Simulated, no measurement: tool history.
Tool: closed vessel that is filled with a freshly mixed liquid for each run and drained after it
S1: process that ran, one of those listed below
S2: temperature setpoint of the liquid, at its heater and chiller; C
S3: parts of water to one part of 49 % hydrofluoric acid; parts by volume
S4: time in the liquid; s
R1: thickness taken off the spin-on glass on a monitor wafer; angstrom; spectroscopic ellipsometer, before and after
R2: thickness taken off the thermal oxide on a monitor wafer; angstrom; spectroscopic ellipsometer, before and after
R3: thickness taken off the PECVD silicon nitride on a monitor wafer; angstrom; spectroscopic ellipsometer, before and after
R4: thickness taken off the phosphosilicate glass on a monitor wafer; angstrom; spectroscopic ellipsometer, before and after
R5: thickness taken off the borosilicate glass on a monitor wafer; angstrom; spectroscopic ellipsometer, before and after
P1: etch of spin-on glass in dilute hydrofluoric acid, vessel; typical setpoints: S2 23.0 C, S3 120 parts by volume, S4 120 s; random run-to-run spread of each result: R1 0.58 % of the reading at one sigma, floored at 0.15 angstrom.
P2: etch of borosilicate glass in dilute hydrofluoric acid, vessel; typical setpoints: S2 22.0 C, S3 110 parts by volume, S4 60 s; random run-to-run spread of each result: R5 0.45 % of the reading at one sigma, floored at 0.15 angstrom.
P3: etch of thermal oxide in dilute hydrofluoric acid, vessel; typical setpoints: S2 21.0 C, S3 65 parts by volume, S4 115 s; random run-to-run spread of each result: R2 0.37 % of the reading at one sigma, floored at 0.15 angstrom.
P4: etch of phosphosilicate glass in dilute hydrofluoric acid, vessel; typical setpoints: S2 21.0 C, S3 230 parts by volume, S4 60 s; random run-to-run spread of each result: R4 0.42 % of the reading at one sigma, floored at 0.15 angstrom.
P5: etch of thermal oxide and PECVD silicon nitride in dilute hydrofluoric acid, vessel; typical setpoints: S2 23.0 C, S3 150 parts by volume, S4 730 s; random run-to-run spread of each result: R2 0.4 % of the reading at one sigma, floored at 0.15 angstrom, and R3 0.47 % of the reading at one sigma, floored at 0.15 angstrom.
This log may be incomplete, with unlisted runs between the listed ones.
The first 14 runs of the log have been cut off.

{"run": 15, "day": 3.196, "S1": "P3", "S2": 21.0, "S3": 65, "S4": 115, "R2": 77.895}
{"run": 16, "day": 3.346, "S1": "P1", "S2": 23.0, "S3": 165, "S4": 70, "R1": 147.32}
{"run": 17, "day": 3.642, "S1": "P1", "S2": 18.5, "S3": 120, "S4": 120, "R1": 300.43}
{"run": 18, "day": 3.8, "S1": "P4", "S2": 21.0, "S3": 325, "S4": 60, "R4": 201.45}
{"run": 19, "day": 4.1, "S1": "P2", "S2": 22.0, "S3": 110, "S4": 60, "R5": 144.18}
{"run": 20, "day": 4.346, "S1": "P5", "S2": 23.0, "S3": 90, "S4": 730, "R2": 360.78, "R3": 287.02}
{"run": 21, "day": 4.533, "S1": "P4", "S2": 17.0, "S3": 230, "S4": 60, "R4": 268.17}
{"run": 22, "day": 4.783, "S1": "P1", "S2": 23.0, "S3": 200, "S4": 120, "R1": 199.06}

For run 23, what comes out?
{"run": 23, "day": 5.067, "S1": "P1", "S2": 23.0, "S3": 120, "S4": 120, "R1": "?"}

Run 23 yielded R1 364.950 angstrom.
